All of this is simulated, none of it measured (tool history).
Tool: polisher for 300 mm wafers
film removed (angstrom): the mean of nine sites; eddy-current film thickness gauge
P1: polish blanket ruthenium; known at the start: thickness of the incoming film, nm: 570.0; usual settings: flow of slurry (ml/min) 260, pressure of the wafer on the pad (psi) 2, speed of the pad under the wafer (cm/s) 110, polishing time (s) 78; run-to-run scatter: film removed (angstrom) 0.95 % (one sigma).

run,hour,flow of slurry (ml/min),pressure of the wafer on the pad (psi),speed of the pad under the wafer (cm/s),polishing time (s),film removed (angstrom)
1,14.2,260,2,110,78,990.74
2,30.3,260,2,110,78,998
3,47,260,2,170,78,1525.5
4,62.5,260,2,110,78,998.66
5,73.3,260,3.2,110,78,1580.2
6,89.3,260,2,50,78,452.19
7,97.9,155,2,110,78,920.61
8,107.1,390,2,110,78,999.83
9,121.6,260,2,110,78,981.04
10,129.1,260,2,110,116,1460
11,142.2,260,2.5,62,78,709.22
12,156,260,2,110,37,473.22
13,171,260,0.9,110,78,451.17
# hour 175: head pressure recalibrated
14,183.2,260,0.9,60,78,242.32
# hour 192.8: slurry nozzle cleaned
15,193.2,260,2,110,78,987.79
16,206.2,330,2,110,59,761.6
17,216.5,260,2,110,78,998.38
18,224.4,260,2,110,78,1002.6
19,237.5,260,2,110,78,971.46
20,247.3,260,2,110,78,960.79
21,263.1,260,2,110,78,951.22
# hour 264.3: worn pad replaced by a new one
22,277.8,260,2,110,78,945.26
23,286.3,260,2,110,78,943.91
24,294.8,260,2,110,78,949.8
25,311.4,260,2,110,78,962.17
26,326,260,2,110,78,952.46

What P1 gives has crept away from where it was. These 2 causes fit the log equally well, each at the size given:
A: slurry flow missing at the pad, % = 32.7
B: head's pressure below its setpoint, % = 4.81
The creep began at about hour 224.4.
Why every other cause is out:
removal rate lost through wear of the pad, %: serviced at hour 264.3, which brought nothing back

4 check runs are offered, each on 5 wafers whose results are averaged, their results left as question marks. Which one tells the causes apart?
check 1,340.6,260,1.3,110,108,?
check 2,340.6,260,1.3,110,78,?
check 3,340.6,155,2,70,78,?
check 4,340.6,260,3.1,160,78,?

What each check would give under each cause:
check,result,if A,if B
check 1,film removed (angstrom),849.89,849.84
check 2,film removed (angstrom),613.81,613.78
check 3,film removed (angstrom),544.45,561.19
check 4,film removed (angstrom),2129,2128.9
How far apart the two closest causes lie, in the result that separates them most: check 1 0.01 %; check 2 0.01 %; check 3 3.03 %; check 4 0.01 %
Only check 3 tells the causes apart: in the others they would give nearly the same result.

Then check 3 was run and gave: film removed (angstrom) 560.96. Which cause is it?

It is B: head's pressure below its setpoint, %.
